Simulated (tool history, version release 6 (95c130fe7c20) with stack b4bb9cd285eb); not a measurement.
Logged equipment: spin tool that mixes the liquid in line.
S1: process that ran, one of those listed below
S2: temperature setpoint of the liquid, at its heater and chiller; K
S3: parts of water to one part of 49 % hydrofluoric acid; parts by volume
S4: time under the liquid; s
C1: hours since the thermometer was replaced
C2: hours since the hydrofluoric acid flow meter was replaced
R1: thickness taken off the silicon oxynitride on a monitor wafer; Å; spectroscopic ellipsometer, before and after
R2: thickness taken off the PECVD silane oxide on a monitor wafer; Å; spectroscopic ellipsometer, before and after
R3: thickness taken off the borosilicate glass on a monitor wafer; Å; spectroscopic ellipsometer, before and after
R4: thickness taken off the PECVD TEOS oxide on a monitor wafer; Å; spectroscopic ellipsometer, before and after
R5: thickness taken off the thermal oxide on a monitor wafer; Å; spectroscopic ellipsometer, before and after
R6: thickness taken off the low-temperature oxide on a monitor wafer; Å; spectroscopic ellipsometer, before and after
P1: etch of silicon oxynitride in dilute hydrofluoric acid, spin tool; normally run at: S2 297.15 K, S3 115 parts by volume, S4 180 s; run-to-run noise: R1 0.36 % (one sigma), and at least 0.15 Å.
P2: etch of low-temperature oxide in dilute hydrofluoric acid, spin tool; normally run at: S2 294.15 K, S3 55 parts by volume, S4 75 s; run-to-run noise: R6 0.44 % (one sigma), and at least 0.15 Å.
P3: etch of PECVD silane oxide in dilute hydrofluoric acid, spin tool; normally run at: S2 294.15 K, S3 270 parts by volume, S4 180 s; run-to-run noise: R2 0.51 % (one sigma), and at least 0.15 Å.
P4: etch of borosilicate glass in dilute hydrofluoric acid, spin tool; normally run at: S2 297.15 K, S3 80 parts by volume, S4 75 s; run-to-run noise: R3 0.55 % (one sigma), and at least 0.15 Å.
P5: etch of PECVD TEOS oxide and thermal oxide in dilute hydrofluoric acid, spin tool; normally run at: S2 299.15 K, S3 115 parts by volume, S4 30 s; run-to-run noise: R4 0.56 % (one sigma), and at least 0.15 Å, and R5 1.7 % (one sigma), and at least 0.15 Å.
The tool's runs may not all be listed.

Run 1, hour 9.8: S1 P1, S2 297.15 K, S3 115 parts by volume, S4 180 s; C1 321.2; C2 841.6. Result: R1 70.987 Å.
Run 2, hour 23.7: S1 P1, S2 297.15 K, S3 115 parts by volume, S4 180 s; C1 335.1; C2 855.5. Result: R1 70.836 Å.
Run 3, hour 32.7: S1 P3, S2 294.15 K, S3 270 parts by volume, S4 25 s; C1 344.1; C2 864.5. Result: R2 10.718 Å.
Run 4, hour 48.1: S1 P1, S2 297.15 K, S3 170 parts by volume, S4 180 s; C1 359.5; C2 879.9. Result: R1 46.215 Å.
Run 5, hour 64.7: S1 P1, S2 304.65 K, S3 115 parts by volume, S4 180 s; C1 376.1; C2 896.5. Result: R1 99.461 Å.
Run 6, hour 74.4: S1 P3, S2 294.15 K, S3 270 parts by volume, S4 180 s; C1 385.8; C2 906.2. Result: R2 75.895 Å.
Run 7, hour 91.1: S1 P1, S2 297.15 K, S3 115 parts by volume, S4 85 s; C1 402.5; C2 922.9. Result: R1 33.165 Å.
Run 8, hour 102.1: S1 P1, S2 291.65 K, S3 115 parts by volume, S4 30 s; C1 413.5; C2 933.9. Result: R1 9.0668 Å.
Run 9, hour 111.2: S1 P1, S2 297.15 K, S3 25 parts by volume, S4 180 s; C1 422.6; C2 943. Result: R1 352.23 Å.
Run 10, hour 126.6: S1 P4, S2 297.15 K, S3 80 parts by volume, S4 140 s; C1 438; C2 958.4. Result: R3 792.5 Å.
Run 11, hour 133.9: S1 P5, S2 299.15 K, S3 20 parts by volume, S4 30 s; C1 445.3; C2 965.7. Result: R4 478.23 Å, R5 88.978 Å.
Run 12, hour 145.2: S1 P1, S2 297.15 K, S3 115 parts by volume, S4 180 s; C1 456.6; C2 977. Result: R1 70.86 Å.
Run 13, hour 157.9: S1 P1, S2 293.65 K, S3 115 parts by volume, S4 180 s; C1 469.3; C2 989.7. Result: R1 60.177 Å.
Run 14, hour 170.7: S1 P2, S2 294.15 K, S3 55 parts by volume, S4 75 s; C1 482.1; C2 1002.5. Result: R6 257.15 Å.
Run 15, hour 184.8: S1 P2, S2 294.15 K, S3 20 parts by volume, S4 75 s; C1 496.2; C2 1016.6. Result: R6 741.02 Å.
At hour 193.6: hydrofluoric acid flow meter replaced.
Run 16, hour 197.4: S1 P5, S2 299.15 K, S3 115 parts by volume, S4 30 s; C1 508.8; C2 3.9. Result: R4 73.118 Å, R5 13.679 Å.
Run 17, hour 207.3: S1 P2, S2 294.15 K, S3 55 parts by volume, S4 130 s; C1 518.7; C2 13.8. Result: R6 444.88 Å.
Run 18, hour 216: S1 P4, S2 297.15 K, S3 20 parts by volume, S4 75 s; C1 527.4; C2 22.5. Result: R3 1832 Å.
Run 19, hour 223.7: S1 P5, S2 299.15 K, S3 115 parts by volume, S4 30 s; C1 535.1; C2 30.2. Result: R4 72.278 Å, R5 13.265 Å.
Run 20, hour 237.7: S1 P3, S2 294.15 K, S3 420 parts by volume, S4 180 s; C1 549.1; C2 44.2. Result: R2 42.933 Å.
Run 21, hour 249.9: S1 P4, S2 291.65 K, S3 80 parts by volume, S4 75 s; C1 561.3; C2 56.4. Result: R3 336.96 Å.
Run 22, hour 259.1: S1 P5, S2 304.15 K, S3 115 parts by volume, S4 30 s; C1 570.5; C2 65.6. Result: R4 87.953 Å, R5 16.973 Å.
Run 23, hour 268.1: S1 P1, S2 297.15 K, S3 115 parts by volume, S4 180 s; C1 579.5; C2 74.6. Result: R1 70.448 Å.
Run 24, hour 279.9: S1 P5, S2 299.15 K, S3 115 parts by volume, S4 15 s; C1 591.3; C2 86.4. Result: R4 36.152 Å, R5 7.1881 Å.
Run 25, hour 294.8: S1 P1, S2 297.15 K, S3 115 parts by volume, S4 180 s; C1 606.2; C2 101.3. Result: R1 71.353 Å.
Run 26, hour 311: S1 P1, S2 293.65 K, S3 190 parts by volume, S4 180 s; C1 622.4; C2 117.5. Result: R1 34.942 Å.
Run 27, hour 324.6: S1 P4, S2 297.15 K, S3 80 parts by volume, S4 75 s; C1 636; C2 131.1. Result: R3 422.82 Å.
Run 28, hour 333.6: S1 P1, S2 297.15 K, S3 115 parts by volume, S4 275 s; C1 645; C2 140.1. Result: R1 109.02 Å.
Run 29, hour 343.7: S1 P1, S2 301.65 K, S3 115 parts by volume, S4 340 s; C1 655.1; C2 150.2. Result: R1 165.5 Å.
Run 30, hour 352.5: S1 P4, S2 297.15 K, S3 80 parts by volume, S4 75 s; C1 663.9; C2 159. Result: R3 420.26 Å.
Run 31, hour 361.1: S1 P2, S2 290.15 K, S3 55 parts by volume, S4 75 s; C1 672.5; C2 167.6. Result: R6 215.84 Å.
Run 32, hour 368.8: S1 P3, S2 290.15 K, S3 270 parts by volume, S4 180 s; C1 680.2; C2 175.3. Result: R2 66.06 Å.
Run 33, hour 379.2: S1 P1, S2 297.15 K, S3 115 parts by volume, S4 180 s; C1 690.6; C2 185.7. Result: R1 70.72 Å.
Run 34, hour 388.8: S1 P1, S2 297.15 K, S3 115 parts by volume, S4 180 s; C1 700.2; C2 195.3. Result: R1 69.32 Å.
Run 35, hour 405: S1 P1, S2 297.15 K, S3 115 parts by volume, S4 180 s; C1 716.4; C2 211.5. Result: R1 67.041 Å.
Run 36, hour 418.1: S1 P1, S2 297.15 K, S3 115 parts by volume, S4 180 s; C1 729.5; C2 224.6. Result: R1 66.521 Å.
Run 37, hour 426.2: S1 P1, S2 297.15 K, S3 115 parts by volume, S4 180 s; C1 737.6; C2 232.7. Result: R1 65.836 Å.
Run 38, hour 436: S1 P1, S2 297.15 K, S3 115 parts by volume, S4 180 s; C1 747.4; C2 242.5. Result: R1 65.906 Å.
Run 39, hour 452.3: S1 P1, S2 297.15 K, S3 115 parts by volume, S4 180 s; C1 763.7; C2 258.8. Result: R1 65.793 Å.
Run 40, hour 460.8: S1 P1, S2 297.15 K, S3 115 parts by volume, S4 180 s; C1 772.2; C2 267.3. Result: R1 65.788 Å.

The log shows P1 creeping away from where it was. Any of the 2 causes listed here, at the size stated for it, fits the log just as well as the others:
A: hydrofluoric acid flow below the setpoint (%) = 6.75
B: liquid colder than its thermometer reads (K) = 1.63
The creep began at about hour 379.2.

Of the 4 check runs below, each run on 2 wafers with the results averaged and each result still a question mark, which one would tell the listed causes apart?
Run check 1, hour 469.3: S1 P3, S2 294.15 K, S3 360 parts by volume, S4 180 s. Result: R2 ?.
Run check 2, hour 469.3: S1 P4, S2 292.15 K, S3 80 parts by volume, S4 140 s. Result: R3 ?.
Run check 3, hour 469.3: S1 P2, S2 290.15 K, S3 20 parts by volume, S4 75 s. Result: R6 ?.
Run check 4, hour 469.3: S1 P5, S2 299.15 K, S3 20 parts by volume, S4 15 s. Result: R4 ?, R5 ?.

If the cause were each of the candidates in turn, the checks would give the following:
  check  result    if A    if B
check 1      R2  48.155  49.859
check 2      R3  596.41  600.88
check 3      R6  574.81  574.11
check 4      R4  222.11  222.97
check 4      R5  41.553  41.713
Gap, in per cent, between the two causes that each check separates least, read from the result that separates them most: check 1 3.48 %; check 2 0.75 %; check 3 0.12 %; check 4 0.38 %
Check 1 is the one run that separates the causes; every other check would come out nearly the same whichever cause is at work.

Check 1 was then run and gave: R2 49.804 Å. Which cause is it?

It is B: liquid colder than its thermometer reads (K).
